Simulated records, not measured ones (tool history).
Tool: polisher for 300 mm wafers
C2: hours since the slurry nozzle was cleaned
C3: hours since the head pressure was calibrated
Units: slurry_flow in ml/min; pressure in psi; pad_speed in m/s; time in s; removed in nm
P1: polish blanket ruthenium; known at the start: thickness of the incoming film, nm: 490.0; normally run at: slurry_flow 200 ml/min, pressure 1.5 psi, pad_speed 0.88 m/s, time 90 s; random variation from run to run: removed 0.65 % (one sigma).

run 1 hour=12.7 | slurry_flow=200 pressure=1.5 pad_speed=0.88 time=90 | wafers_polished_on_this_pad=828 C2=104.6 C3=174.4 | removed=61.159
run 2 hour=24.1 | slurry_flow=200 pressure=1.5 pad_speed=0.88 time=47 | wafers_polished_on_this_pad=923 C2=116 C3=185.8 | removed=31.852
run 3 hour=36 | slurry_flow=200 pressure=1.9 pad_speed=0.88 time=45 | wafers_polished_on_this_pad=1023 C2=127.9 C3=197.7 | removed=38.827
run 4 hour=46.7 | slurry_flow=305 pressure=1.5 pad_speed=0.88 time=90 | wafers_polished_on_this_pad=1112 C2=138.6 C3=208.4 | removed=64.214
run 5 hour=60.5 | slurry_flow=200 pressure=1.5 pad_speed=1.18 time=90 | wafers_polished_on_this_pad=1228 C2=152.4 C3=222.2 | removed=82.448
run 6 hour=75 | slurry_flow=200 pressure=1.5 pad_speed=0.88 time=90 | wafers_polished_on_this_pad=1349 C2=166.9 C3=236.7 | removed=61.673
run 7 hour=87.2 | slurry_flow=200 pressure=2.3 pad_speed=0.88 time=90 | wafers_polished_on_this_pad=1451 C2=179.1 C3=248.9 | removed=94.048
run 8 hour=103.7 | slurry_flow=200 pressure=1.5 pad_speed=0.4 time=90 | wafers_polished_on_this_pad=1589 C2=195.6 C3=265.4 | removed=27.838
run 9 hour=115.2 | slurry_flow=120 pressure=1.5 pad_speed=0.88 time=90 | wafers_polished_on_this_pad=1685 C2=207.1 C3=276.9 | removed=56.373
run 10 hour=126.1 | slurry_flow=200 pressure=1.5 pad_speed=0.88 time=90 | wafers_polished_on_this_pad=1776 C2=218 C3=287.8 | removed=61.24
run 11 hour=135.8 | slurry_flow=200 pressure=1.5 pad_speed=0.88 time=90 | wafers_polished_on_this_pad=1858 C2=227.7 C3=297.5 | removed=61.274
run 12 hour=149 | slurry_flow=200 pressure=1.5 pad_speed=0.88 time=140 | wafers_polished_on_this_pad=1968 C2=240.9 C3=310.7 | removed=95.254
run 13 hour=156.7 | slurry_flow=200 pressure=1.1 pad_speed=0.88 time=90 | wafers_polished_on_this_pad=2032 C2=248.6 C3=318.4 | removed=44.642
run 14 hour=171.4 | slurry_flow=200 pressure=1.5 pad_speed=0.88 time=90 | wafers_polished_on_this_pad=2155 C2=263.3 C3=333.1 | removed=61.432
run 15 hour=182.5 | slurry_flow=200 pressure=1.5 pad_speed=0.88 time=90 | wafers_polished_on_this_pad=2248 C2=274.4 C3=344.2 | removed=60.868
run 16 hour=195.2 | slurry_flow=200 pressure=1.5 pad_speed=0.88 time=90 | wafers_polished_on_this_pad=2354 C2=287.1 C3=356.9 | removed=59.622
run 17 hour=203.5 | slurry_flow=200 pressure=1.5 pad_speed=0.88 time=90 | wafers_polished_on_this_pad=2424 C2=295.4 C3=365.2 | removed=59.049
-- hour=212.5 worn pad replaced by a new one
run 18 hour=216.5 | slurry_flow=200 pressure=1.5 pad_speed=0.88 time=90 | wafers_polished_on_this_pad=34 C2=308.4 C3=378.2 | removed=58.45
run 19 hour=232.4 | slurry_flow=200 pressure=1.5 pad_speed=0.88 time=90 | wafers_polished_on_this_pad=167 C2=324.3 C3=394.1 | removed=57.413
run 20 hour=246.1 | slurry_flow=200 pressure=1.5 pad_speed=0.88 time=90 | wafers_polished_on_this_pad=281 C2=338 C3=407.8 | removed=57.245
run 21 hour=261.5 | slurry_flow=200 pressure=1.5 pad_speed=0.88 time=90 | wafers_polished_on_this_pad=410 C2=353.4 C3=423.2 | removed=57.662

What P1 gives has crept away from where it was. These 2 causes fit the log equally well, each at the size given:
A: slurry flow missing at the pad, % = 33.2
B: head's pressure below its setpoint, % = 6.31
The creep began at about hour 182.5.
Why every other cause is out:
removal rate lost through wear of the pad, %: serviced at hour 212.5, which brought nothing back

4 check runs are offered, each on 5 wafers whose results are averaged, their results left as question marks. Which one tells the causes apart?
run check 1 hour=276.9 | slurry_flow=305 pressure=1.5 pad_speed=0.48 time=90 | removed=?
run check 2 hour=276.9 | slurry_flow=200 pressure=2.2 pad_speed=0.88 time=138 | removed=?
run check 3 hour=276.9 | slurry_flow=200 pressure=1.1 pad_speed=0.88 time=90 | removed=?
run check 4 hour=276.9 | slurry_flow=200 pressure=2 pad_speed=0.58 time=90 | removed=?

What each check would give under each cause:
check=check_1 result=removed if_A=33.527 if_B=32.815
check=check_2 result=removed if_A=129.22 if_B=129.19
check=check_3 result=removed if_A=42.136 if_B=42.129
check=check_4 result=removed if_A=50.494 if_B=50.485
How far apart the two closest causes lie, in the result that separates them most: check 1 2.15 %; check 2 0.02 %; check 3 0.02 %; check 4 0.02 %
Check 1 tells the causes apart: in the others they would give nearly the same result.

Then check 1 was run and gave: removed 32.735 nm. Which cause is it?

It is B: head's pressure below its setpoint, %.

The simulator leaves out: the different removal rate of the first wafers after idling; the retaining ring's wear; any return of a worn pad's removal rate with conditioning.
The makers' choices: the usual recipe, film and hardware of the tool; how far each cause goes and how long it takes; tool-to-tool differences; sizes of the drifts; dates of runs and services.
